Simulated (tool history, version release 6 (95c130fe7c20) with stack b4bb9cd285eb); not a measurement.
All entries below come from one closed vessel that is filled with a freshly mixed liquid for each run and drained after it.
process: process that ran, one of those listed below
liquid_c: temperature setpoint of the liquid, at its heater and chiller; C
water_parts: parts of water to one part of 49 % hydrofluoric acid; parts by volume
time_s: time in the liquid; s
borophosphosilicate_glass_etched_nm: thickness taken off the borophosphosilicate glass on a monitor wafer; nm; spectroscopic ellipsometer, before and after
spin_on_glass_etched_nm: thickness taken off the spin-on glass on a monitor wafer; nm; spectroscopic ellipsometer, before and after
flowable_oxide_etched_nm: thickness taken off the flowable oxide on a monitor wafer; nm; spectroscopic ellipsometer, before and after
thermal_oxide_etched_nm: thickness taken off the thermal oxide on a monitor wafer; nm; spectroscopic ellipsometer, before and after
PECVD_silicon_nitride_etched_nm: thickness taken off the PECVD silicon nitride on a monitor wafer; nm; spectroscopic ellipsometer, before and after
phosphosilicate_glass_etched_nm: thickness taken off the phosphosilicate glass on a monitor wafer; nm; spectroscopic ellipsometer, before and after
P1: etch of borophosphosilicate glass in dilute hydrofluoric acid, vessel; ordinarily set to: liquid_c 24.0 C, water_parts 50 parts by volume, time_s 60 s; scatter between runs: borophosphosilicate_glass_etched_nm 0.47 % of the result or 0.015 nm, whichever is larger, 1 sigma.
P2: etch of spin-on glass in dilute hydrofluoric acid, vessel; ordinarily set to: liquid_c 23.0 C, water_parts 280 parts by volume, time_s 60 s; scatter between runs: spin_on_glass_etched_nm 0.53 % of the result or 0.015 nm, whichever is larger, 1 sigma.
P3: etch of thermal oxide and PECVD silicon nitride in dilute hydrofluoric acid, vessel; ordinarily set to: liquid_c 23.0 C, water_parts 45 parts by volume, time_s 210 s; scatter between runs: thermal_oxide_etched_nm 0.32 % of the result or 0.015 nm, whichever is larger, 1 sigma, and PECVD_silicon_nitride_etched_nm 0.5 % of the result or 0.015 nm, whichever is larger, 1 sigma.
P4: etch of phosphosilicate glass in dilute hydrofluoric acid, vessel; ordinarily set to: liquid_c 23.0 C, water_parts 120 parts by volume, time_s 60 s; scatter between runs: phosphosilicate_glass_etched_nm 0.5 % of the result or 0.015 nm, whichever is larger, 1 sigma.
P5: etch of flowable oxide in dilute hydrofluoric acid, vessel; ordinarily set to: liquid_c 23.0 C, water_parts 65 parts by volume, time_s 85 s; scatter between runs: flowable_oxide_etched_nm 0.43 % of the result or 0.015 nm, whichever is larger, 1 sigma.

run  hour  process  liquid_c  water_parts  time_s  hours since the thermometer was replaced  hours since the hydrofluoric acid flow meter was replaced  borophosphosilicate_glass_etched_nm  spin_on_glass_etched_nm  flowable_oxide_etched_nm  thermal_oxide_etched_nm  PECVD_silicon_nitride_etched_nm  phosphosilicate_glass_etched_nm
  1   4.1       P1      24.0           50      60                                     489.4                                                     1133.9                               65.933
  2   7.5       P2      23.0          280      60                                     492.8                                                     1137.3                                                        6.8800
  3  11.3       P5      23.0           65      85                                     496.6                                                     1141.1                                                                                  44.915
  4  13.3       P1      28.5           85      60                                     498.6                                                     1143.1                               44.274
  5  17.5       P3      23.0           60     210                                     502.8                                                     1147.3                                                                                                          16.6210                           8.9791
  6  20.1       P5      23.0          105      85                                     505.4                                                     1149.9                                                                                  26.726
  7  22.7       P1      24.0           20      60                                     508.0                                                     1152.5                              172.930
  8  26.1       P4      17.0          120      60                                     511.4                                                     1155.9                                                                                                                                                                             61.213
  9  29.7       P1      24.0           80      60                                     515.0                                                     1159.5                               39.484
 10  34.2       P2      17.0          280      60                                     519.5                                                     1164.0                                                        5.5401
 11  37.1       P1      24.0           50      60                                     522.4                                                     1166.9                               66.561
 12  40.4       P1      24.0           50      60                                     525.7                                                     1170.2                               66.173
 13  44.2       P1      24.0           50      60                                     529.5                                                     1174.0                               65.511
     46.6  -- hydrofluoric acid flow meter replaced
 14  47.6       P5      23.0           65     135                                     532.9                                                        1.0                                                                                  71.755
 15  51.7       P1      24.0           50     100                                     537.0                                                        5.1                              109.350
 16  54.5       P3      23.0           45      30                                     539.8                                                        7.9                                                                                                           3.2097                           1.6750
 17  58.7       P3      23.0           45     210                                     544.0                                                       12.1                                                                                                          22.4680                          11.8950
 18  61.7       P4      23.0          120      30                                     547.0                                                       15.1                                                                                                                                                                             39.349
 19  64.2       P4      23.0          120      60                                     549.5                                                       17.6                                                                                                                                                                             78.472
 20  67.2       P1      30.0           50      60                                     552.5                                                       20.6                               84.375
 21  69.9       P1      24.0           50      30                                     555.2                                                       23.3                               33.261
 22  72.8       P5      17.0           65      85                                     558.1                                                       26.2                                                                                  35.123
 23  77.2       P5      23.0           65      85                                     562.5                                                       30.6                                                                                  45.007
 24  81.2       P1      19.0           50      60                                     566.5                                                       34.6                               54.070
 25  83.7       P4      23.0           45      60                                     569.0                                                       37.1                                                                                                                                                                            230.250
 26  88.2       P2      23.0           55      60                                     573.5                                                       41.6                                                       44.9150
 27  90.3       P2      23.0          280      30                                     575.6                                                       43.7                                                        3.4139

The next listed run, before its measurement:
 28  94.8       P3      17.5           45     210                                     580.1                                                       48.2                                                                                                                ?                                ?

{"run 28": {"thermal_oxide_etched_nm": 17.867, "PECVD_silicon_nitride_etched_nm": 8.0815}}
